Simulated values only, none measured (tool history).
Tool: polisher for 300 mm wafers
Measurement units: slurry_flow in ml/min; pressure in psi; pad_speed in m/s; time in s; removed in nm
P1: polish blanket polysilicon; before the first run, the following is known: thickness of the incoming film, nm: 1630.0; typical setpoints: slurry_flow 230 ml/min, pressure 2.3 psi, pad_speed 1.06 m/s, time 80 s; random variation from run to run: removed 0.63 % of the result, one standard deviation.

run,hour,slurry_flow,pressure,pad_speed,time,wafers polished on this pad,hours since the slurry nozzle was cleaned,hours since the head pressure was calibrated,removed
1,12.2,230,2.3,1.06,80,765,153.2,967.9,550.1
2,28.2,230,1.8,0.74,80,926,169.2,983.9,297.08
3,43.7,360,2.3,1.06,80,1082,184.7,999.4,569.53
4,51.5,230,2.3,0.58,80,1160,192.5,1007.2,299.18
5,62.5,230,2.3,1.06,121,1271,203.5,1018.2,834.19
6,76,230,2.3,1.06,39,1407,217,1031.7,266.85
7,89.9,230,2.3,1.06,80,1547,230.9,1045.6,549.67
8,99.2,230,2.3,1.06,80,1640,240.2,1054.9,550.63
9,113.7,230,2.3,1.06,80,1786,254.7,1069.4,550.41
10,127.3,140,2.3,1.06,80,1923,268.3,1083,509.17
11,139.5,230,2.3,1.06,80,2046,280.5,1095.2,544.02
12,147.7,325,2.9,1.06,80,2128,288.7,1103.4,725.46
13,161,230,1.1,1.06,80,2262,302,1116.7,260.3
14,175.9,230,3.5,1.06,80,2412,316.9,1131.6,836.67
15,192.3,230,2.3,1.68,80,2577,333.3,1148,864.83
16,201.6,230,2.3,1.06,80,2670,342.6,1157.3,544.47
17,217.2,230,2.3,1.06,80,2827,358.2,1172.9,537.46
18,226.8,230,2.3,1.06,80,2924,367.8,1182.5,530.67
19,241.7,230,2.3,1.06,80,3074,382.7,1197.4,530.21
20,254.2,230,2.3,1.06,80,3200,395.2,1209.9,525.08
21,262.2,230,2.3,1.06,80,3280,403.2,1217.9,523.7
22,274.2,230,2.3,1.06,80,3401,415.2,1229.9,525.79
23,291.3,230,2.3,1.06,80,3573,432.3,1247,523.07
# hour 295.4: head pressure recalibrated
24,299.8,230,2.3,1.06,80,3658,440.8,4.5,517.35
25,308.2,230,2.3,1.06,80,3743,449.2,12.9,516.83
26,321.5,230,2.3,1.06,80,3877,462.5,26.2,522.09
27,336.3,230,2.3,1.06,80,4026,477.3,41,515.88

The log shows P1 creeping away from where it was. Any of the 2 causes listed here, at the size stated for it, fits the log just as well as the others:
A: removal rate lost through wear of the pad, % = 5.1
B: slurry flow missing at the pad, % = 31.2
At approximately hour 201.6, the process output began to creep.
Why every other cause is out:
head's pressure below its setpoint, %: serviced at hour 295.4, after the change had begun; the process did not return to its earlier output

The 4 check runs listed below each average the results of 5 wafers, and their outcomes are marked with question marks. Under which run would the listed causes produce clearly different results?
check 1,351.1,230,1.2,1.06,42,,,,?
check 2,351.1,230,2.3,1.64,80,,,,?
check 3,351.1,150,3.4,1.06,80,,,,?
check 4,351.1,230,2.3,1.42,80,,,,?

What each check would give under each cause:
check,result,if A,if B
check 1,removed,142.34,142.33
check 2,removed,803.97,803.94
check 3,removed,722.36,704.29
check 4,removed,696.12,696.09
Per check, the gap between the least separated pair of causes, taken in the result that splits them most: check 1 0 %; check 2 0 %; check 3 2.53 %; check 4 0 %
Check 3 distinguishes between the causes, while the remaining checks would return nearly the same result for all of them.

Check 3 was then run and gave: removed 724.01 nm. Which cause is it?

It was cause A: removal rate lost through wear of the pad, %.

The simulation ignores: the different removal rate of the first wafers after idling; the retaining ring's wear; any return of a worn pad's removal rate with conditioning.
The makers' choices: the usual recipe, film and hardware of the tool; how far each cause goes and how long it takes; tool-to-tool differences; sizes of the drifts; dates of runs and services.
